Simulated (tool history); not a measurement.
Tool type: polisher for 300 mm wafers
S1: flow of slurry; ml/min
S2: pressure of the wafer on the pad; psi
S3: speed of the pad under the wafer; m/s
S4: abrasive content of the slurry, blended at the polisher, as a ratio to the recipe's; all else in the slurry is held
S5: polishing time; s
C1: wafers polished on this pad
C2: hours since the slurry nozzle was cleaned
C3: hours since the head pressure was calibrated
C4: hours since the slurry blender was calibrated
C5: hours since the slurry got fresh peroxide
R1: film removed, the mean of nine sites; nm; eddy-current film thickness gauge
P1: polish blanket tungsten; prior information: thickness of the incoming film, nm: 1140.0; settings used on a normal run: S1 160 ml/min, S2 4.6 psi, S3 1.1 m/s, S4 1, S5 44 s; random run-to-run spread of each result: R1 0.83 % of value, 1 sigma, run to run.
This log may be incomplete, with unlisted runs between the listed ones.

{"run": 1, "hour": 4.5, "S1": 160, "S2": 4.6, "S3": 1.1, "S4": 1, "S5": 44, "C1": 1066, "C2": 426.3, "C3": 289.5, "C4": 146.3, "C5": 113.1, "R1": 310.73}
{"run": 2, "hour": 9.6, "S1": 160, "S2": 4.6, "S3": 1.58, "S4": 1, "S5": 56, "C1": 1123, "C2": 431.4, "C3": 294.6, "C4": 151.4, "C5": 118.2, "R1": 569.76}
{"run": 3, "hour": 13.9, "S1": 125, "S2": 4.6, "S3": 1.1, "S4": 1, "S5": 63, "C1": 1171, "C2": 435.7, "C3": 298.9, "C4": 155.7, "C5": 122.5, "R1": 421.64}
{"hour": 15.3, "done": "slurry blender recalibrated"}
{"run": 4, "hour": 18.8, "S1": 160, "S2": 4.6, "S3": 1.1, "S4": 1, "S5": 44, "C1": 1225, "C2": 440.6, "C3": 303.8, "C4": 3.5, "C5": 127.4, "R1": 315.18}
{"run": 5, "hour": 23.6, "S1": 160, "S2": 2.4, "S3": 1.1, "S4": 1, "S5": 44, "C1": 1279, "C2": 445.4, "C3": 308.6, "C4": 8.3, "C5": 132.2, "R1": 159.45}
{"run": 6, "hour": 29.7, "S1": 160, "S2": 4.6, "S3": 1.1, "S4": 1, "S5": 20, "C1": 1347, "C2": 451.5, "C3": 314.7, "C4": 14.4, "C5": 138.3, "R1": 140.95}
{"run": 7, "hour": 35.4, "S1": 160, "S2": 4.6, "S3": 1.1, "S4": 0.65, "S5": 44, "C1": 1411, "C2": 457.2, "C3": 320.4, "C4": 20.1, "C5": 144, "R1": 281.61}
{"run": 8, "hour": 38.7, "S1": 160, "S2": 4.6, "S3": 1.1, "S4": 1, "S5": 44, "C1": 1448, "C2": 460.5, "C3": 323.7, "C4": 23.4, "C5": 147.3, "R1": 307.18}
{"run": 9, "hour": 44.5, "S1": 160, "S2": 4.6, "S3": 1.1, "S4": 1, "S5": 44, "C1": 1512, "C2": 466.3, "C3": 329.5, "C4": 29.2, "C5": 153.1, "R1": 313.65}
{"run": 10, "hour": 48.7, "S1": 160, "S2": 4.6, "S3": 0.5, "S4": 1, "S5": 44, "C1": 1559, "C2": 470.5, "C3": 333.7, "C4": 33.4, "C5": 157.3, "R1": 140.73}
{"run": 11, "hour": 52.7, "S1": 160, "S2": 4.6, "S3": 1.1, "S4": 1, "S5": 44, "C1": 1604, "C2": 474.5, "C3": 337.7, "C4": 37.4, "C5": 161.3, "R1": 309.72}
{"run": 12, "hour": 57.7, "S1": 245, "S2": 4.6, "S3": 1.1, "S4": 1, "S5": 44, "C1": 1660, "C2": 479.5, "C3": 342.7, "C4": 42.4, "C5": 166.3, "R1": 325.28}
{"run": 13, "hour": 61.3, "S1": 160, "S2": 4.6, "S3": 1.62, "S4": 1, "S5": 44, "C1": 1700, "C2": 483.1, "C3": 346.3, "C4": 46, "C5": 169.9, "R1": 458.97}
{"run": 14, "hour": 65.6, "S1": 160, "S2": 4.6, "S3": 1.1, "S4": 1.25, "S5": 44, "C1": 1748, "C2": 487.4, "C3": 350.6, "C4": 50.3, "C5": 174.2, "R1": 326.27}
{"run": 15, "hour": 70.9, "S1": 160, "S2": 6.9, "S3": 1.1, "S4": 1, "S5": 44, "C1": 1807, "C2": 492.7, "C3": 355.9, "C4": 55.6, "C5": 179.5, "R1": 467.11}
{"run": 16, "hour": 74.5, "S1": 95, "S2": 4.6, "S3": 1.1, "S4": 1, "S5": 44, "C1": 1848, "C2": 496.3, "C3": 359.5, "C4": 59.2, "C5": 183.1, "R1": 275.13}
{"run": 17, "hour": 79.6, "S1": 160, "S2": 4.6, "S3": 1.1, "S4": 1, "S5": 44, "C1": 1905, "C2": 501.4, "C3": 364.6, "C4": 64.3, "C5": 188.2, "R1": 308.6}
{"run": 18, "hour": 82.5, "S1": 160, "S2": 4.6, "S3": 1.1, "S4": 1, "S5": 55, "C1": 1937, "C2": 504.3, "C3": 367.5, "C4": 67.2, "C5": 191.1, "R1": 387.02}

What will run 19 give?
{"run": 19, "hour": 87.7, "S1": 160, "S2": 4.6, "S3": 1.1, "S4": 1, "S5": 44, "C1": 1995, "C2": 509.5, "C3": 372.7, "C4": 72.4, "C5": 196.3, "R1": "?"}

{"run 19": {"R1": 309.29}}

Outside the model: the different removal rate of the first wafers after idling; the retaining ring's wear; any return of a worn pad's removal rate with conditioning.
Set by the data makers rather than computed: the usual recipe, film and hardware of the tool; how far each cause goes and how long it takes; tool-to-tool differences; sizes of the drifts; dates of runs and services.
